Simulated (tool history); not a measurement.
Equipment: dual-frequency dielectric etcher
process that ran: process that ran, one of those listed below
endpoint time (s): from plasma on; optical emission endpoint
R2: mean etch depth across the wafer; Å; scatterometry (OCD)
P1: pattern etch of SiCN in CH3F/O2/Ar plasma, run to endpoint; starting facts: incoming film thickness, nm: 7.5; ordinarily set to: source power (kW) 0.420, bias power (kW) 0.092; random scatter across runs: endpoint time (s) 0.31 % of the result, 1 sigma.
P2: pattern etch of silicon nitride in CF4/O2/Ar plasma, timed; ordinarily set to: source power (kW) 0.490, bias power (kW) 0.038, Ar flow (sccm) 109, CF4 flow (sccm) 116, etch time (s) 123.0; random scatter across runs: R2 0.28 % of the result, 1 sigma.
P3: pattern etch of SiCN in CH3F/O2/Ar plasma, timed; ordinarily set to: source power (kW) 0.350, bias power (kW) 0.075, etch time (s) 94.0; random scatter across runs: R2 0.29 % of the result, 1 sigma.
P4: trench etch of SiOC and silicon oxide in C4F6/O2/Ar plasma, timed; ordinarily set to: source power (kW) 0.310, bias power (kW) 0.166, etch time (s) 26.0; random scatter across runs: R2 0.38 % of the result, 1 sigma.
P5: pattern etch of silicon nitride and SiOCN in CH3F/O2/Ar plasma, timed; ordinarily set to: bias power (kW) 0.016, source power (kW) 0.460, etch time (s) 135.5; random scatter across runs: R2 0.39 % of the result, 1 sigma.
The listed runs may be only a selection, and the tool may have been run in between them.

Run 1, hour 7.9: process that ran P1, source power (kW) 0.420, bias power (kW) 0.092. Result: endpoint time (s) 18.056.
Run 2, hour 16.1: process that ran P4, source power (kW) 0.310, bias power (kW) 0.166, etch time (s) 35.0. Result: R2 608.43 Å.
Run 3, hour 21.8: process that ran P1, source power (kW) 0.420, bias power (kW) 0.066. Result: endpoint time (s) 20.559.
Run 4, hour 27.7: process that ran P1, source power (kW) 0.420, bias power (kW) 0.092. Result: endpoint time (s) 18.109.
Run 5, hour 32.3: process that ran P5, source power (kW) 0.460, bias power (kW) 0.016, etch time (s) 135.5. Result: R2 160.05 Å.
Run 6, hour 37.8: process that ran P3, source power (kW) 0.350, bias power (kW) 0.075, etch time (s) 94.0. Result: R2 341.21 Å.
Run 7, hour 42.3: process that ran P1, source power (kW) 0.420, bias power (kW) 0.130. Result: endpoint time (s) 15.835.
Run 8, hour 49.9: process that ran P1, source power (kW) 0.270, bias power (kW) 0.092. Result: endpoint time (s) 21.313.
Run 9, hour 56.5: process that ran P5, source power (kW) 0.460, bias power (kW) 0.016, etch time (s) 193.5. Result: R2 228.15 Å.
Run 10, hour 64.1: process that ran P1, source power (kW) 0.420, bias power (kW) 0.092. Result: endpoint time (s) 18.271.
Run 11, hour 68.0: process that ran P2, source power (kW) 0.620, bias power (kW) 0.038, etch time (s) 123.0, Ar flow (sccm) 109, CF4 flow (sccm) 116. Result: R2 2636.20 Å.
Run 12, hour 72.9: process that ran P1, source power (kW) 0.580, bias power (kW) 0.092. Result: endpoint time (s) 16.083.
Run 13, hour 81.0: process that ran P3, source power (kW) 0.350, bias power (kW) 0.047, etch time (s) 94.0. Result: R2 291.80 Å.
Run 14, hour 87.8: process that ran P1, source power (kW) 0.420, bias power (kW) 0.092. Result: endpoint time (s) 18.135.
Run 15, hour 91.4: process that ran P3, source power (kW) 0.350, bias power (kW) 0.075, etch time (s) 54.5. Result: R2 198.02 Å.
Run 16, hour 98.6: process that ran P5, source power (kW) 0.260, bias power (kW) 0.016, etch time (s) 135.5. Result: R2 130.40 Å.
Run 17, hour 102.5: process that ran P2, source power (kW) 0.490, bias power (kW) 0.038, etch time (s) 123.0, Ar flow (sccm) 150, CF4 flow (sccm) 116. Result: R2 2052.80 Å.
Run 18, hour 108.2: process that ran P1, source power (kW) 0.420, bias power (kW) 0.092. Result: endpoint time (s) 18.086.
Run 19, hour 112.3: process that ran P3, source power (kW) 0.420, bias power (kW) 0.075, etch time (s) 94.0. Result: R2 366.22 Å.
Run 20, hour 116.8: process that ran P5, source power (kW) 0.460, bias power (kW) 0.019, etch time (s) 135.5. Result: R2 170.76 Å.
Run 21, hour 120.6: process that ran P4, source power (kW) 0.310, bias power (kW) 0.166, etch time (s) 26.0. Result: R2 450.07 Å.
Run 22, hour 126.4: process that ran P2, source power (kW) 0.490, bias power (kW) 0.025, etch time (s) 123.0, Ar flow (sccm) 109, CF4 flow (sccm) 116. Result: R2 1868.20 Å.
At hour 132.8: bias power generator calibrated.
Run 23, hour 134.3: process that ran P1, source power (kW) 0.420, bias power (kW) 0.092. Result: endpoint time (s) 18.051.
Run 24, hour 142.2: process that ran P1, source power (kW) 0.310, bias power (kW) 0.108. Result: endpoint time (s) 19.038.
Run 25, hour 146.6: process that ran P4, source power (kW) 0.190, bias power (kW) 0.166, etch time (s) 26.0. Result: R2 373.83 Å.
Run 26, hour 150.4: process that ran P2, source power (kW) 0.490, bias power (kW) 0.038, etch time (s) 123.0, Ar flow (sccm) 109, CF4 flow (sccm) 116. Result: R2 2140.20 Å.
Run 27, hour 156.2: process that ran P2, source power (kW) 0.490, bias power (kW) 0.038, etch time (s) 184.0, Ar flow (sccm) 109, CF4 flow (sccm) 116. Result: R2 3210.80 Å.
Run 28, hour 161.5: process that ran P4, source power (kW) 0.310, bias power (kW) 0.121, etch time (s) 26.0. Result: R2 410.01 Å.
Run 29, hour 166.8: process that ran P2, source power (kW) 0.490, bias power (kW) 0.038, etch time (s) 123.0, Ar flow (sccm) 109, CF4 flow (sccm) 161. Result: R2 2243.10 Å.
Run 30, hour 174.1: process that ran P1, source power (kW) 0.420, bias power (kW) 0.092. Result: endpoint time (s) 18.086.
Run 31, hour 180.2: process that ran P1, source power (kW) 0.420, bias power (kW) 0.092. Result: endpoint time (s) 18.004.
Run 32, hour 183.8: process that ran P1, source power (kW) 0.420, bias power (kW) 0.092. Result: endpoint time (s) 17.896.
Run 33, hour 191.9: process that ran P1, source power (kW) 0.420, bias power (kW) 0.092. Result: endpoint time (s) 17.930.
At hour 195.8: wet clean of the chamber.
Run 34, hour 197.0: process that ran P1, source power (kW) 0.420, bias power (kW) 0.092. Result: endpoint time (s) 17.865.
Run 35, hour 201.5: process that ran P1, source power (kW) 0.420, bias power (kW) 0.092. Result: endpoint time (s) 17.765.
Run 36, hour 209.2: process that ran P1, source power (kW) 0.420, bias power (kW) 0.092. Result: endpoint time (s) 17.823.
Run 37, hour 217.3: process that ran P1, source power (kW) 0.420, bias power (kW) 0.092. Result: endpoint time (s) 17.831.
Run 38, hour 224.0: process that ran P1, source power (kW) 0.420, bias power (kW) 0.092. Result: endpoint time (s) 17.854.

The output of P1 has drifted from where it used to be. Each of the 2 causes below, taken at the size shown beside it, accounts for the log equally well:
A: bias power that arrives over what is set, % = 4.62
B: source power that arrives over what is set, % = 4.63
Onset of the creep was near hour 174.1.
Every other cause this tool's parts could produce, and why it does not fit the log:
chamber walls in a state that raises the etch rate, %: serviced at hour 195.8, after the change had begun; the process did not return to its earlier output

Question marks stand in for the results of the 4 check runs listed below, each run on one wafer. Under which run would the listed causes show clearly different results?
Run check 1, hour 230.7: process that ran P5, source power (kW) 0.300, bias power (kW) 0.016, etch time (s) 183.0. Result: R2 ?.
Run check 2, hour 230.7: process that ran P4, source power (kW) 0.260, bias power (kW) 0.166, etch time (s) 26.0. Result: R2 ?.
Run check 3, hour 230.7: process that ran P2, source power (kW) 0.490, bias power (kW) 0.038, etch time (s) 181.5, Ar flow (sccm) 109, CF4 flow (sccm) 159. Result: R2 ?.
Run check 4, hour 230.7: process that ran P3, source power (kW) 0.350, bias power (kW) 0.057, etch time (s) 56.0. Result: R2 ?.

What each check would give under each cause:
  check  result     if A     if B
check 1      R2   188.66   188.05
check 2      R2   427.75   429.02
check 3      R2  3342.00  3425.70
check 4      R2   187.92   188.27
Per-check spread between the two closest causes, in the result where they differ most: check 1 0.32 %; check 2 0.3 %; check 3 2.47 %; check 4 0.19 %
The other checks would show nearly matching results whichever cause is true, so check 3 is the only one that separates the causes.

The results of check 3 are: R2 3347.70 Å. Based on these, which of the listed causes is it?

Of the candidate causes, it is A: bias power that arrives over what is set, %.
